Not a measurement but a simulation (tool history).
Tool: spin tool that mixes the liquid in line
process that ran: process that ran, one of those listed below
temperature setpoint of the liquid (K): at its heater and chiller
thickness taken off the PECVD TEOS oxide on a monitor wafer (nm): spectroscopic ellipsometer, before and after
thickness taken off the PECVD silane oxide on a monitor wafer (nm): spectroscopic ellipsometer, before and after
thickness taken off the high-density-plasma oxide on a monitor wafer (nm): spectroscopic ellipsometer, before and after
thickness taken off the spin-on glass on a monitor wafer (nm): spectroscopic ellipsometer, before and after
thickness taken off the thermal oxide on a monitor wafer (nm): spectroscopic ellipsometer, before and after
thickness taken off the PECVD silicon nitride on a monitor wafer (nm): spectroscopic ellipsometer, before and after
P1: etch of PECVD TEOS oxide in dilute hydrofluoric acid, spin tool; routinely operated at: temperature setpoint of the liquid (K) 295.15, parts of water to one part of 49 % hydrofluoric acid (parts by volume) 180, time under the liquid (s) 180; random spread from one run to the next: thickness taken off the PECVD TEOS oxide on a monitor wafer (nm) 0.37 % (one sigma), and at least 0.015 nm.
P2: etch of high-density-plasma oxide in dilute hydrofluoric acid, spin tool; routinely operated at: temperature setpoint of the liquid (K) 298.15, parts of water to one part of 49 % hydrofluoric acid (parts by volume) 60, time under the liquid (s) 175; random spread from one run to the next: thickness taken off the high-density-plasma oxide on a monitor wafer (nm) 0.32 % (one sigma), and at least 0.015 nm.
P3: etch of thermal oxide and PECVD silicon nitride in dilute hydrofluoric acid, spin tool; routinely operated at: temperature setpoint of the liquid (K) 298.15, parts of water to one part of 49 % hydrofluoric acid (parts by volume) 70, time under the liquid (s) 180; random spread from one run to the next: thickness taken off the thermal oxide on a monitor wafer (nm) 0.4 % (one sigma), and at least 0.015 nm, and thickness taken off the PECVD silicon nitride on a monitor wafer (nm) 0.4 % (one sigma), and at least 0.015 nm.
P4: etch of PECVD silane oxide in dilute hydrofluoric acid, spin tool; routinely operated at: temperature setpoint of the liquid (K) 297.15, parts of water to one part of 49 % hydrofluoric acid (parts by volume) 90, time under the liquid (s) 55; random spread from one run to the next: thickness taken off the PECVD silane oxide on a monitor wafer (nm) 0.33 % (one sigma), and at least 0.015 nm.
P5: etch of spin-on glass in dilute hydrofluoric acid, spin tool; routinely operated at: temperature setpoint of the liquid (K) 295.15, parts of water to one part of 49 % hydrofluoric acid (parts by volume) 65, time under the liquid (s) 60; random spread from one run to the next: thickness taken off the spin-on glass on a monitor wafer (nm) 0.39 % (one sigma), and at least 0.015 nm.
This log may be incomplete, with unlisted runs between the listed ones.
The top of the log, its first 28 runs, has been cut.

run   hour  process that ran  temperature setpoint of the liquid (K)  parts of water to one part of 49 % hydrofluoric acid (parts by volume)  time under the liquid (s)  hours since the thermometer was replaced  hours since the hydrofluoric acid flow meter was replaced  thickness taken off the PECVD TEOS oxide on a monitor wafer (nm)  thickness taken off the PECVD silane oxide on a monitor wafer (nm)  thickness taken off the high-density-plasma oxide on a monitor wafer (nm)  thickness taken off the spin-on glass on a monitor wafer (nm)  thickness taken off the thermal oxide on a monitor wafer (nm)  thickness taken off the PECVD silicon nitride on a monitor wafer (nm)
 29  283.9                P4                                  297.15                                                                      90                         55                                     579.5                                                     1252.3                                                                                                                                26.193
 30  296.5                P5                                  295.15                                                                      65                         60                                     592.1                                                     1264.9                                                                                                                                                                                                                                                                          39.681
 31  308.4                P2                                  306.15                                                                      60                        175                                       604                                                     1276.8                                                                                                                                                                                                           30.426
 32  318.9                P5                                  295.15                                                                      65                         15                                     614.5                                                     1287.3                                                                                                                                                                                                                                                                          10.023
 33  326.7                P1                                  295.15                                                                     270                        180                                     622.3                                                     1295.1                                                            5.9761
 34  340.5                P4                                  297.15                                                                      90                         55                                     636.1                                                     1308.9                                                                                                                                26.275
 35  351.3                P1                                  295.15                                                                     180                        180                                     646.9                                                     1319.7                                                            9.7578
 36  365.2                P1                                  295.15                                                                     180                        180                                     660.8                                                     1333.6                                                            10.122
 37  374.9                P1                                  295.15                                                                     180                        180                                     670.5                                                     1343.3                                                            10.284
 38    388                P1                                  295.15                                                                     180                        180                                     683.6                                                     1356.4                                                            10.394

Estimate the outcome of run 39 from the log above:
 39  399.9                P1                                  295.15                                                                     180                        180                                     695.5                                                     1368.3                                                                 ?

For run 39 the tool returned thickness taken off the PECVD TEOS oxide on a monitor wafer (nm) 10.486.

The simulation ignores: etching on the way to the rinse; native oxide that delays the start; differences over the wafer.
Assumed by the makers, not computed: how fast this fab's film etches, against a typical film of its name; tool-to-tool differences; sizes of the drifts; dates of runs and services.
